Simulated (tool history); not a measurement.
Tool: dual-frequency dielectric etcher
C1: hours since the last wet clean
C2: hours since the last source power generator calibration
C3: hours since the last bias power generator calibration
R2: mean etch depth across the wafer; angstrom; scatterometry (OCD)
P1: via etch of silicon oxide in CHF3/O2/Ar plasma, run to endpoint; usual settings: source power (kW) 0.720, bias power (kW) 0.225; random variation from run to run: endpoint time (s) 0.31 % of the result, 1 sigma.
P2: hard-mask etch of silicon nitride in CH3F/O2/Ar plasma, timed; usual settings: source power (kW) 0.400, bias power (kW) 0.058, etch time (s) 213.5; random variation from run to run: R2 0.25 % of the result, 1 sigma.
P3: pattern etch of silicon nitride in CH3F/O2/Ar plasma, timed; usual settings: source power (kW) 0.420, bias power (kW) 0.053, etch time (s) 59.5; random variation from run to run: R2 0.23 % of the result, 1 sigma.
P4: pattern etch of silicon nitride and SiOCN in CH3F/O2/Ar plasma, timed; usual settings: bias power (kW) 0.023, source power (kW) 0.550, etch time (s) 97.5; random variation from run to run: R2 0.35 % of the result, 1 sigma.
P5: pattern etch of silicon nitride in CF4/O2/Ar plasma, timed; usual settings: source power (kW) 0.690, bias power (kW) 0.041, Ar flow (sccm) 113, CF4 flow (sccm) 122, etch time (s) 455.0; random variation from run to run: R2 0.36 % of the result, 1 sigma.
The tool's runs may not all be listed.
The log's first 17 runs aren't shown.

run 18 hour=161.8 | process_that_ran=P2 source_power_(kW)=0.400 bias_power_(kW)=0.036 etch_time_(s)=213.5 | C1=290.6 C2=86.1 C3=2538.9 | R2=1199.600
run 19 hour=174.5 | process_that_ran=P4 source_power_(kW)=0.550 bias_power_(kW)=0.033 etch_time_(s)=97.5 | C1=303.3 C2=98.8 C3=2551.6 | R2=163.410
run 20 hour=187.4 | process_that_ran=P1 source_power_(kW)=0.720 bias_power_(kW)=0.225 | C1=316.2 C2=111.7 C3=2564.5 | endpoint_time_(s)=228.18
run 21 hour=200.8 | process_that_ran=P4 source_power_(kW)=0.350 bias_power_(kW)=0.023 etch_time_(s)=97.5 | C1=329.6 C2=125.1 C3=2577.9 | R2=119.480
run 22 hour=211.9 | process_that_ran=P1 source_power_(kW)=0.720 bias_power_(kW)=0.131 | C1=340.7 C2=136.2 C3=2589.0 | endpoint_time_(s)=274.03
run 23 hour=219.6 | process_that_ran=P3 source_power_(kW)=0.420 bias_power_(kW)=0.037 etch_time_(s)=59.5 | C1=348.4 C2=143.9 C3=2596.7 | R2=348.700
run 24 hour=229.8 | process_that_ran=P5 source_power_(kW)=0.520 bias_power_(kW)=0.041 etch_time_(s)=455.0 Ar_flow_(sccm)=113 CF4_flow_(sccm)=122 | C1=358.6 C2=154.1 C3=2606.9 | R2=8347.300
run 25 hour=240.8 | process_that_ran=P3 source_power_(kW)=0.420 bias_power_(kW)=0.053 etch_time_(s)=88.0 | C1=369.6 C2=165.1 C3=2617.9 | R2=573.740
run 26 hour=254.2 | process_that_ran=P1 source_power_(kW)=0.960 bias_power_(kW)=0.154 | C1=383.0 C2=178.5 C3=2631.3 | endpoint_time_(s)=232.36
run 27 hour=262.9 | process_that_ran=P3 source_power_(kW)=0.520 bias_power_(kW)=0.053 etch_time_(s)=59.5 | C1=391.7 C2=187.2 C3=2640.0 | R2=420.960
run 28 hour=270.8 | process_that_ran=P5 source_power_(kW)=0.690 bias_power_(kW)=0.041 etch_time_(s)=455.0 Ar_flow_(sccm)=113 CF4_flow_(sccm)=82 | C1=399.6 C2=195.1 C3=2647.9 | R2=10104.000
run 29 hour=279.1 | process_that_ran=P5 source_power_(kW)=0.690 bias_power_(kW)=0.041 etch_time_(s)=632.0 Ar_flow_(sccm)=113 CF4_flow_(sccm)=122 | C1=407.9 C2=203.4 C3=2656.2 | R2=14852.000
run 30 hour=285.2 | process_that_ran=P1 source_power_(kW)=0.440 bias_power_(kW)=0.300 | C1=414.0 C2=209.5 C3=2662.3 | endpoint_time_(s)=248.60
run 31 hour=291.5 | process_that_ran=P2 source_power_(kW)=0.260 bias_power_(kW)=0.058 etch_time_(s)=213.5 | C1=420.3 C2=215.8 C3=2668.6 | R2=1180.000
run 32 hour=303.1 | process_that_ran=P1 source_power_(kW)=0.460 bias_power_(kW)=0.182 | C1=431.9 C2=227.4 C3=2680.2 | endpoint_time_(s)=292.42
run 33 hour=315.6 | process_that_ran=P2 source_power_(kW)=0.400 bias_power_(kW)=0.058 etch_time_(s)=213.5 | C1=444.4 C2=239.9 C3=2692.7 | R2=1398.400
run 34 hour=323.4 | process_that_ran=P1 source_power_(kW)=0.720 bias_power_(kW)=0.225 | C1=452.2 C2=247.7 C3=2700.5 | endpoint_time_(s)=228.73
run 35 hour=334.7 | process_that_ran=P1 source_power_(kW)=0.720 bias_power_(kW)=0.225 | C1=463.5 C2=259.0 C3=2711.8 | endpoint_time_(s)=229.67
run 36 hour=343.7 | process_that_ran=P1 source_power_(kW)=0.720 bias_power_(kW)=0.225 | C1=472.5 C2=268.0 C3=2720.8 | endpoint_time_(s)=232.38
run 37 hour=355.3 | process_that_ran=P1 source_power_(kW)=0.720 bias_power_(kW)=0.225 | C1=484.1 C2=279.6 C3=2732.4 | endpoint_time_(s)=231.48
-- hour=361.9 wet clean of the chamber
run 38 hour=365.9 | process_that_ran=P1 source_power_(kW)=0.720 bias_power_(kW)=0.225 | C1=4.1 C2=290.2 C3=2743.0 | endpoint_time_(s)=233.45
run 39 hour=378.4 | process_that_ran=P1 source_power_(kW)=0.720 bias_power_(kW)=0.225 | C1=16.6 C2=302.7 C3=2755.5 | endpoint_time_(s)=232.96
run 40 hour=388.4 | process_that_ran=P1 source_power_(kW)=0.720 bias_power_(kW)=0.225 | C1=26.6 C2=312.7 C3=2765.5 | endpoint_time_(s)=230.80

Forecast run 41:
run 41 hour=395.4 | process_that_ran=P1 source_power_(kW)=0.720 bias_power_(kW)=0.225 | C1=33.6 C2=319.7 C3=2772.5 | endpoint_time_(s)=?

{"run 41": {"endpoint time (s)": 233.78}}

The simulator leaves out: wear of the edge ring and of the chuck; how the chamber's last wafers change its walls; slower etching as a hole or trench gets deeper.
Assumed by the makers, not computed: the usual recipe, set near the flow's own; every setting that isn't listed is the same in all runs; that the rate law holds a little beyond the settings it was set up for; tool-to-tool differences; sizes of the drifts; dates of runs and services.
